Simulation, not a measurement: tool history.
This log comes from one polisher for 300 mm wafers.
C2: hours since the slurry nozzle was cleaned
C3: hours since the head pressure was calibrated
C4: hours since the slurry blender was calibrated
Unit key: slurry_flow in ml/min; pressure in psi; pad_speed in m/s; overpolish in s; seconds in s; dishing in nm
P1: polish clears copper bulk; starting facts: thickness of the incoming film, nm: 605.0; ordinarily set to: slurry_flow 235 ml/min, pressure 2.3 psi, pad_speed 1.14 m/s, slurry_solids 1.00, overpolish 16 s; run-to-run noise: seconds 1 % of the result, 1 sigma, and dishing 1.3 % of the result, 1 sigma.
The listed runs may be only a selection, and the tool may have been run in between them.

run 1 hour=13.0 | slurry_flow=235 pressure=2.3 pad_speed=1.14 slurry_solids=1.00 overpolish=16 | wafers_polished_on_this_pad=931 C2=105.1 C3=490.1 C4=359.3 | seconds=67.584 dishing=71.376
run 2 hour=24.6 | slurry_flow=235 pressure=2.3 pad_speed=1.14 slurry_solids=1.00 overpolish=16 | wafers_polished_on_this_pad=1042 C2=116.7 C3=501.7 C4=370.9 | seconds=66.741 dishing=70.486
run 3 hour=37.0 | slurry_flow=235 pressure=2.3 pad_speed=1.14 slurry_solids=1.00 overpolish=28 | wafers_polished_on_this_pad=1161 C2=129.1 C3=514.1 C4=383.3 | seconds=67.355 dishing=85.217
run 4 hour=44.6 | slurry_flow=235 pressure=2.3 pad_speed=1.14 slurry_solids=1.50 overpolish=16 | wafers_polished_on_this_pad=1234 C2=136.7 C3=521.7 C4=390.9 | seconds=62.223 dishing=72.814
run 5 hour=59.7 | slurry_flow=235 pressure=2.3 pad_speed=1.60 slurry_solids=1.00 overpolish=16 | wafers_polished_on_this_pad=1379 C2=151.8 C3=536.8 C4=406.0 | seconds=47.780 dishing=79.916
run 6 hour=69.7 | slurry_flow=235 pressure=2.3 pad_speed=1.14 slurry_solids=0.75 overpolish=8 | wafers_polished_on_this_pad=1475 C2=161.8 C3=546.8 C4=416.0 | seconds=71.627 dishing=43.460
run 7 hour=77.7 | slurry_flow=235 pressure=1.0 pad_speed=1.14 slurry_solids=1.00 overpolish=16 | wafers_polished_on_this_pad=1552 C2=169.8 C3=554.8 C4=424.0 | seconds=158.660 dishing=36.883
run 8 hour=88.4 | slurry_flow=140 pressure=1.1 pad_speed=1.14 slurry_solids=1.00 overpolish=16 | wafers_polished_on_this_pad=1654 C2=180.5 C3=565.5 C4=434.7 | seconds=149.940 dishing=37.651
run 9 hour=101.0 | slurry_flow=235 pressure=2.3 pad_speed=0.64 slurry_solids=1.00 overpolish=16 | wafers_polished_on_this_pad=1775 C2=193.1 C3=578.1 C4=447.3 | seconds=120.820 dishing=49.352
-- hour=111.3 slurry blender recalibrated
run 10 hour=112.5 | slurry_flow=235 pressure=2.9 pad_speed=1.14 slurry_solids=1.00 overpolish=16 | wafers_polished_on_this_pad=1885 C2=204.6 C3=589.6 C4=1.3 | seconds=54.220 dishing=81.001
run 11 hour=124.9 | slurry_flow=140 pressure=2.3 pad_speed=1.14 slurry_solids=1.00 overpolish=16 | wafers_polished_on_this_pad=2004 C2=217.0 C3=602.0 C4=13.7 | seconds=71.562 dishing=68.601
run 12 hour=135.3 | slurry_flow=235 pressure=2.3 pad_speed=1.14 slurry_solids=1.00 overpolish=5 | wafers_polished_on_this_pad=2104 C2=227.4 C3=612.4 C4=24.1 | seconds=67.655 dishing=31.627
run 13 hour=143.6 | slurry_flow=235 pressure=2.3 pad_speed=1.14 slurry_solids=1.00 overpolish=16 | wafers_polished_on_this_pad=2184 C2=235.7 C3=620.7 C4=32.4 | seconds=68.421 dishing=69.022

The next listed run, before its measurement:
run 14 hour=157.0 | slurry_flow=235 pressure=2.3 pad_speed=1.14 slurry_solids=1.00 overpolish=16 | wafers_polished_on_this_pad=2312 C2=249.1 C3=634.1 C4=45.8 | seconds=? dishing=?

For run 14 the tool returned seconds 67.385 s, dishing 70.516 nm.
